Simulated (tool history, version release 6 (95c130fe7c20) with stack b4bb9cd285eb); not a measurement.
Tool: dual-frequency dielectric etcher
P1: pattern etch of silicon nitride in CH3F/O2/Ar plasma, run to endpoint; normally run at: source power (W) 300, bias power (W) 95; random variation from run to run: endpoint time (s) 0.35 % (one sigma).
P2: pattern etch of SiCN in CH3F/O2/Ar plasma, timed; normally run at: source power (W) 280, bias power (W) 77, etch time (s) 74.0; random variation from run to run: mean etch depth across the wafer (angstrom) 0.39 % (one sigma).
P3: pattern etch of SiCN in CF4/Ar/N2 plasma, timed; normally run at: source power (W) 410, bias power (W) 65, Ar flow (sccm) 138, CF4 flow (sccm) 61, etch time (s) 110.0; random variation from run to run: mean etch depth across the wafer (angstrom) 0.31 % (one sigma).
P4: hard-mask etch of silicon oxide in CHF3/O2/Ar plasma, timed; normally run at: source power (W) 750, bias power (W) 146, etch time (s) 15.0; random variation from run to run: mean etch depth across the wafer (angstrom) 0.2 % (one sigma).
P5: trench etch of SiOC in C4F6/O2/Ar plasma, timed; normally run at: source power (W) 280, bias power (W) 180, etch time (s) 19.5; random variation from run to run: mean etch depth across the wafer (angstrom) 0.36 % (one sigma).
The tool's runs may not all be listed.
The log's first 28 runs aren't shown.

run,hour,process that ran,source power (W),bias power (W),etch time (s),Ar flow (sccm),CF4 flow (sccm),hours since the last wet clean,hours since the last source power generator calibration,hours since the last bias power generator calibration,endpoint time (s),mean etch depth across the wafer (angstrom)
29,288.8,P1,300,95,,,,593.7,897.8,1520.0,52.017,
30,296.5,P1,300,123,,,,601.4,905.5,1527.7,46.965,
31,303.4,P5,280,180,12.0,,,608.3,912.4,1534.6,,220.77
32,313.5,P4,530,146,15.0,,,618.4,922.5,1544.7,,267.23
33,326.3,P5,180,180,19.5,,,631.2,935.3,1557.5,,303.30
34,338.5,P1,370,123,,,,643.4,947.5,1569.7,43.351,
35,351.3,P1,300,95,,,,656.2,960.3,1582.5,51.383,
36,358.8,P1,300,95,,,,663.7,967.8,1590.0,51.928,
37,368.9,P1,300,95,,,,673.8,977.9,1600.1,51.982,
38,376.0,P1,300,95,,,,680.9,985.0,1607.2,52.463,
# hour 379.1: wet clean of the chamber
39,384.0,P1,300,95,,,,4.9,993.0,1615.2,52.354,
40,395.4,P1,300,95,,,,16.3,1004.4,1626.6,52.695,

The next listed run, before its measurement:
41,407.1,P1,300,95,,,,28.0,1016.1,1638.3,?,

endpoint time (s): 52.749
